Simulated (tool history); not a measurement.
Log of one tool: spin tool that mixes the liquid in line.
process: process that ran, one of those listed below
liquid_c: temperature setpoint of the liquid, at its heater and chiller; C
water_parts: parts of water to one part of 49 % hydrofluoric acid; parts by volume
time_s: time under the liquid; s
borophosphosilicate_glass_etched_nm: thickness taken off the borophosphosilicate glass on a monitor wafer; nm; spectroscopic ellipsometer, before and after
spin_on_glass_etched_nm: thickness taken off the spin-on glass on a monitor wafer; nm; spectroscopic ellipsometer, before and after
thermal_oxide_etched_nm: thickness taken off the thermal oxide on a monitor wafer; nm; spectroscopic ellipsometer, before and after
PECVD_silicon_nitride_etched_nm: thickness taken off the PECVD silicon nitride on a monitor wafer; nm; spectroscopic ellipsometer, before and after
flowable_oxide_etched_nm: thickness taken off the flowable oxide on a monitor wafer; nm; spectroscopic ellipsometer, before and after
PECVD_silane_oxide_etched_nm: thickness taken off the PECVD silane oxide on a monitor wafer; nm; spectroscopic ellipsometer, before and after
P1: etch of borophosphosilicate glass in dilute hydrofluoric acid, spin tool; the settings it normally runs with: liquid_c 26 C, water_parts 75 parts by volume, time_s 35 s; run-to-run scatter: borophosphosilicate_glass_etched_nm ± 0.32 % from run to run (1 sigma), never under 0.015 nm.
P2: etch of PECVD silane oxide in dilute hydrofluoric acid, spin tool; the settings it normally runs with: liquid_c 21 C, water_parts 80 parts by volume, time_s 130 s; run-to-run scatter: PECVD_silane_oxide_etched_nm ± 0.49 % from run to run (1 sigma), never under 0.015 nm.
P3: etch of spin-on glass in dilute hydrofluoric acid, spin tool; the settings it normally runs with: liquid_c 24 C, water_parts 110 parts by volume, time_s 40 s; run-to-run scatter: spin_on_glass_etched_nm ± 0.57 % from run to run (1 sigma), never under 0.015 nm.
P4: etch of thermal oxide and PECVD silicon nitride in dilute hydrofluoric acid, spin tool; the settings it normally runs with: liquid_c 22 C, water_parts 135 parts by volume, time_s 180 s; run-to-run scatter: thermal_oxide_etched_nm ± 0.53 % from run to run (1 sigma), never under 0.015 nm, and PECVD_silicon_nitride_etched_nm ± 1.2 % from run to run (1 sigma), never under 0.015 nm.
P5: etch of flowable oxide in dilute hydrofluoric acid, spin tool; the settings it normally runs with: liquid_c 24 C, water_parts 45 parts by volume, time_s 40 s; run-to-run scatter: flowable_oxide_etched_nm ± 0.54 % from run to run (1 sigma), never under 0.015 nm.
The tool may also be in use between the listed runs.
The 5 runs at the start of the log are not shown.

run   hour  process  liquid_c  water_parts  time_s  hours since the thermometer was replaced  hours since the hydrofluoric acid flow meter was replaced  borophosphosilicate_glass_etched_nm  spin_on_glass_etched_nm  thermal_oxide_etched_nm  PECVD_silicon_nitride_etched_nm  flowable_oxide_etched_nm  PECVD_silane_oxide_etched_nm
  6   51.9       P2        21           80      40                                     499.3                                                      247.7                                                                                                                                                                          13.706
  7   62.2       P2        21           80     130                                     509.6                                                        258                                                                                                                                                                          45.117
  8   71.3       P1        26           75      55                                     518.7                                                      267.1                               70.916
  9   82.9       P1        26           75      35                                     530.3                                                      278.7                               45.097
 10     88       P5        24           45      40                                     535.4                                                      283.8                                                                                                                                            31.034
 11   93.6       P4        22          200     180                                       541                                                      289.4                                                                                 3.7247                           1.5935
 12  104.2       P1        30           45      35                                     551.6                                                        300                               92.435
 13    113       P2        17           80     130                                     560.4                                                      308.8                                                                                                                                                                          37.891
 14  123.7       P1        26           75      15                                     571.1                                                      319.5                               19.355
 15  134.9       P5        24           20      40                                     582.3                                                      330.7                                                                                                                                            71.187
 16  146.1       P3        24          110      20                                     593.5                                                      341.9                                                        8.3571
 17  154.4       P4        28          135     180                                     601.8                                                      350.2                                                                                 7.6104                           3.3882
 18  160.7       P1        26           75      35                                     608.1                                                      356.5                               45.229
 19  168.8       P3        24          110      40                                     616.2                                                      364.6                                                        16.848
 20  176.7       P2        21          120     130                                     624.1                                                      372.5                                                                                                                                                                          28.595
 21  183.7       P1      29.5           75      35                                     631.1                                                      379.5                               52.164
 22    189       P5        29           45      40                                     636.4                                                      384.8                                                                                                                                            37.444
 23  196.8       P4        22          135      30                                     644.2                                                      392.6                                                                                 1.0057                          0.40628
 24  208.1       P4        22          135     180                                     655.5                                                      403.9                                                                                 5.9409                           2.3067
 25  216.4       P1        26           75      35                                     663.8                                                      412.2                               45.441
 26  226.6       P1        26          105      35                                       674                                                      422.4                               31.205
 27  238.3       P3        24          155      40                                     685.7                                                      434.1                                                          11.3
 28  243.5       P1        26           75      35                                     690.9                                                      439.3                               45.079
 29  252.6       P3        24          110      40                                       700                                                      448.4                                                        16.702
 30  259.3       P1        26           75      35                                     706.7                                                      455.1                               45.241

The next listed run, before its measurement:
 31  270.8       P1        26           35      35                                     718.2                                                      466.6                                    ?

Run 31 gave borophosphosilicate_glass_etched_nm 102.53 nm.
